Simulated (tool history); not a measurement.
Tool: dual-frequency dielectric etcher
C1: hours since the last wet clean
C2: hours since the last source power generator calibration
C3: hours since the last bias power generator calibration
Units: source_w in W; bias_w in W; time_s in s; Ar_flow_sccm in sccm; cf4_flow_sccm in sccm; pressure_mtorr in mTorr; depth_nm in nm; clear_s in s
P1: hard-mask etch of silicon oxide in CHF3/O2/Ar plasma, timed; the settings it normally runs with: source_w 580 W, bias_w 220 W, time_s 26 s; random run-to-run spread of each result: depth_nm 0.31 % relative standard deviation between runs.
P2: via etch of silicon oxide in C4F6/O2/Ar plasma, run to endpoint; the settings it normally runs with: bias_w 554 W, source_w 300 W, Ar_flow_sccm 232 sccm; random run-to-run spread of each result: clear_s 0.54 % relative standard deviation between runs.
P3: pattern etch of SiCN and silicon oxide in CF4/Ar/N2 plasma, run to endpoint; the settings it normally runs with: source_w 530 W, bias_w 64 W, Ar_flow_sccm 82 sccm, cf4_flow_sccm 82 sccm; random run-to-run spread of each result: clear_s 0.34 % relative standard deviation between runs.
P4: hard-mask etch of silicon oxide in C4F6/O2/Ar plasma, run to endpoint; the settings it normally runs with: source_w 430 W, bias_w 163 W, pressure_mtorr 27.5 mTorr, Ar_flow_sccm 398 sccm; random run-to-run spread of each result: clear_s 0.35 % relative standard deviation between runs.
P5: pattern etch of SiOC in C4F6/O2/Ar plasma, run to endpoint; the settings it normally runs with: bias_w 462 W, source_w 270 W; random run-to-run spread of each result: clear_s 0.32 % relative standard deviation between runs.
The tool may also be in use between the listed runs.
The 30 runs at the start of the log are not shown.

{"run": 31, "hour": 228.5, "process": "P3", "source_w": 530, "bias_w": 64, "Ar_flow_sccm": 82, "cf4_flow_sccm": 82, "C1": 483.5, "C2": 3777.9, "C3": 1825.9, "clear_s": 10.047}
{"run": 32, "hour": 234.1, "process": "P2", "source_w": 300, "bias_w": 554, "Ar_flow_sccm": 319, "C1": 489.1, "C2": 3783.5, "C3": 1831.5, "clear_s": 33.574}
{"run": 33, "hour": 238.9, "process": "P5", "source_w": 270, "bias_w": 462, "C1": 493.9, "C2": 3788.3, "C3": 1836.3, "clear_s": 20.504}
{"run": 34, "hour": 246.3, "process": "P1", "source_w": 580, "bias_w": 220, "time_s": 26, "C1": 501.3, "C2": 3795.7, "C3": 1843.7, "depth_nm": 57.143}
{"run": 35, "hour": 252.1, "process": "P1", "source_w": 580, "bias_w": 220, "time_s": 26, "C1": 507.1, "C2": 3801.5, "C3": 1849.5, "depth_nm": 57.055}
{"run": 36, "hour": 259.9, "process": "P1", "source_w": 580, "bias_w": 220, "time_s": 26, "C1": 514.9, "C2": 3809.3, "C3": 1857.3, "depth_nm": 56.571}
{"run": 37, "hour": 265.5, "process": "P1", "source_w": 580, "bias_w": 220, "time_s": 26, "C1": 520.5, "C2": 3814.9, "C3": 1862.9, "depth_nm": 56.25}
{"run": 38, "hour": 271.1, "process": "P1", "source_w": 580, "bias_w": 220, "time_s": 26, "C1": 526.1, "C2": 3820.5, "C3": 1868.5, "depth_nm": 56.422}
{"run": 39, "hour": 279.1, "process": "P1", "source_w": 580, "bias_w": 220, "time_s": 26, "C1": 534.1, "C2": 3828.5, "C3": 1876.5, "depth_nm": 56.331}
{"run": 40, "hour": 285.6, "process": "P1", "source_w": 580, "bias_w": 220, "time_s": 26, "C1": 540.6, "C2": 3835, "C3": 1883, "depth_nm": 56.475}
{"hour": 289.2, "done": "wet clean of the chamber"}
{"run": 41, "hour": 292.8, "process": "P1", "source_w": 580, "bias_w": 220, "time_s": 26, "C1": 3.7, "C2": 3842.2, "C3": 1890.2, "depth_nm": 56.29}

For run 42, what comes out?
{"run": 42, "hour": 298.4, "process": "P1", "source_w": 580, "bias_w": 220, "time_s": 26, "C1": 9.3, "C2": 3847.8, "C3": 1895.8, "depth_nm": "?"}

depth_nm: 55.914 nm

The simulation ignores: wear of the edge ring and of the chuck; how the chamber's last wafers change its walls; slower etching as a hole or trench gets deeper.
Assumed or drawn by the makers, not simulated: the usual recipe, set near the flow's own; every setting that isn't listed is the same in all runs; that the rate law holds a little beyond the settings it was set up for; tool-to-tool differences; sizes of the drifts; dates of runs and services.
